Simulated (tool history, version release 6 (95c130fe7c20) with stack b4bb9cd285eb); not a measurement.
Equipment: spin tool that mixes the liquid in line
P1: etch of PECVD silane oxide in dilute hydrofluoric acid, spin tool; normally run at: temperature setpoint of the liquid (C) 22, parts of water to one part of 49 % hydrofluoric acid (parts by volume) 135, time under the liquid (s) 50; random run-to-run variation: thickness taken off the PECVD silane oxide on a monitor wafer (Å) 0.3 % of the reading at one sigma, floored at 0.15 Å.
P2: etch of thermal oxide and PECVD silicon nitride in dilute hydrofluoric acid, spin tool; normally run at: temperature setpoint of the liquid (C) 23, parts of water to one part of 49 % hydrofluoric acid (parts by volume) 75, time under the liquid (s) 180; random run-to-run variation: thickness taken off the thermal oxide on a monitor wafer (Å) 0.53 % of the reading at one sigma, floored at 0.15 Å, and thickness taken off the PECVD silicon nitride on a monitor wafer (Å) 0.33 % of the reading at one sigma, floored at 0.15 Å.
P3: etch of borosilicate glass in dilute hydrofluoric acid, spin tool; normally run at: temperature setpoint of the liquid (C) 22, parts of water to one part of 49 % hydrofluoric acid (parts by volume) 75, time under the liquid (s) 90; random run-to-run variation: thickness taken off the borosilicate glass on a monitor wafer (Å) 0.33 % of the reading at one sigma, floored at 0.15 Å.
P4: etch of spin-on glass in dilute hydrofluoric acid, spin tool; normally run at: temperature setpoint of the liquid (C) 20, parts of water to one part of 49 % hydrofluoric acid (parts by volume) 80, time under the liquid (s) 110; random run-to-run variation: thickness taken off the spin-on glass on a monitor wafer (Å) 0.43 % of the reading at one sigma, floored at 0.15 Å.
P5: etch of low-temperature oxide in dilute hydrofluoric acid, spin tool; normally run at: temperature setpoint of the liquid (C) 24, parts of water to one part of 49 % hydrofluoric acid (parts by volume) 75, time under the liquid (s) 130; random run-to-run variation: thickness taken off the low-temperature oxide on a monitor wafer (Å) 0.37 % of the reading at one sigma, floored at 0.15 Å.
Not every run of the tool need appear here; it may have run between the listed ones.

run   hour  process that ran  temperature setpoint of the liquid (C)  parts of water to one part of 49 % hydrofluoric acid (parts by volume)  time under the liquid (s)  hours since the thermometer was replaced  hours since the hydrofluoric acid flow meter was replaced  thickness taken off the PECVD silane oxide on a monitor wafer (Å)  thickness taken off the thermal oxide on a monitor wafer (Å)  thickness taken off the PECVD silicon nitride on a monitor wafer (Å)  thickness taken off the spin-on glass on a monitor wafer (Å)  thickness taken off the borosilicate glass on a monitor wafer (Å)  thickness taken off the low-temperature oxide on a monitor wafer (Å)
  1   15.3                P1                                      22                                                                     135                         50                                     795.4                                                     1242.9                                                             124.77
  2   25.5                P1                                      22                                                                     135                         25                                     805.6                                                     1253.1                                                             62.221
  3   40.9                P1                                      22                                                                     215                         50                                       821                                                     1268.5                                                             71.906
  4   51.4                P2                                      19                                                                      75                        180                                     831.5                                                       1279                                                                                                                            89.05                                                                97.444
  5     69                P2                                      23                                                                      75                         15                                     849.1                                                     1296.6                                                                                                                           8.5306                                                                10.489
  6     86                P4                                      20                                                                      80                         60                                     866.1                                                     1313.6                                                                                                                                                                                                                                                               319.75
  7  100.8                P4                                      20                                                                      50                        110                                     880.9                                                     1328.4                                                                                                                                                                                                                                                               972.01
  8  109.6                P1                                      22                                                                     135                         50                                     889.7                                                     1337.2                                                             125.13
  9  118.1                P1                                    28.5                                                                      85                         50                                     898.2                                                     1345.7                                                             271.61
 10  131.8                P3                                      17                                                                      75                         90                                     911.9                                                     1359.4                                                                                                                                                                                                                                                                                                                                   277.7
 11  145.1                P2                                      23                                                                      75                        180                                     925.2                                                     1372.7                                                                                                                           104.95                                                                128.38
 12  159.1                P1                                      22                                                                     135                         50                                     939.2                                                     1386.7                                                             124.84
 13  173.6                P1                                      22                                                                      50                         50                                     953.7                                                     1401.2                                                             372.98
 14  185.5                P5                                      20                                                                      75                        130                                     965.6                                                     1413.1                                                                                                                                                                                                                                                                                                                                                                                                        399.48
 15  196.9                P4                                      20                                                                      80                        110                                       977                                                     1424.5                                                                                                                                                                                                                                                               585.66
 16  206.5                P3                                      22                                                                      75                         90                                     986.6                                                     1434.1                                                                                                                                                                                                                                                                                                                                   340.2
 17  220.4                P1                                      22                                                                     135                         50                                    1000.5                                                       1448                                                             125.22
 18  238.3                P2                                      23                                                                      40                        180                                    1018.4                                                     1465.9                                                                                                                           207.86                                                                237.08
 19  246.5                P1                                      22                                                                     135                         80                                    1026.6                                                     1474.1                                                             199.44
 20  261.6                P5                                      24                                                                      75                         20                                    1041.7                                                     1489.2                                                                                                                                                                                                                                                                                                                                                                                                          72.7
 21  270.8                P3                                      22                                                                      75                         90                                    1050.9                                                     1498.4                                                                                                                                                                                                                                                                                                                                  339.19
 22  284.5                P3                                      22                                                                     130                         90                                    1064.6                                                     1512.1                                                                                                                                                                                                                                                                                                                                  184.15
 23  298.2                P4                                      28                                                                      80                        110                                    1078.3                                                     1525.8                                                                                                                                                                                                                                                               807.85
 24  307.2                P1                                      22                                                                     135                         50                                    1087.3                                                     1534.8                                                             124.29
 25  321.7                P1                                      17                                                                     135                         50                                    1101.8                                                     1549.3                                                             101.92
 26  339.3                P1                                      22                                                                     135                         50                                    1119.4                                                     1566.9                                                             124.49
     345.1  -- thermometer replaced
 27  350.9                P3                                      22                                                                      75                         25                                       5.9                                                     1578.5                                                                                                                                                                                                                                                                                                                                  94.331
 28  365.3                P5                                      24                                                                     125                        130                                      20.3                                                     1592.9                                                                                                                                                                                                                                                                                                                                                                                                        265.94
 29  382.7                P1                                      22                                                                     135                         50                                      37.7                                                     1610.3                                                             124.34
 30  397.3                P1                                      27                                                                      60                         50                                      52.3                                                     1624.9                                                             374.67
 31  408.5                P1                                    28.5                                                                     135                         50                                      63.5                                                     1636.1                                                             160.07

Predict the results of run 32:
 32  424.6                P5                                      24                                                                      75                        130                                      79.6                                                     1652.2                                                                                                                                                                                                                                                                                                                                                                                                             ?

{"run 32": {"thickness taken off the low-temperature oxide on a monitor wafer (Å)": 469.97}}
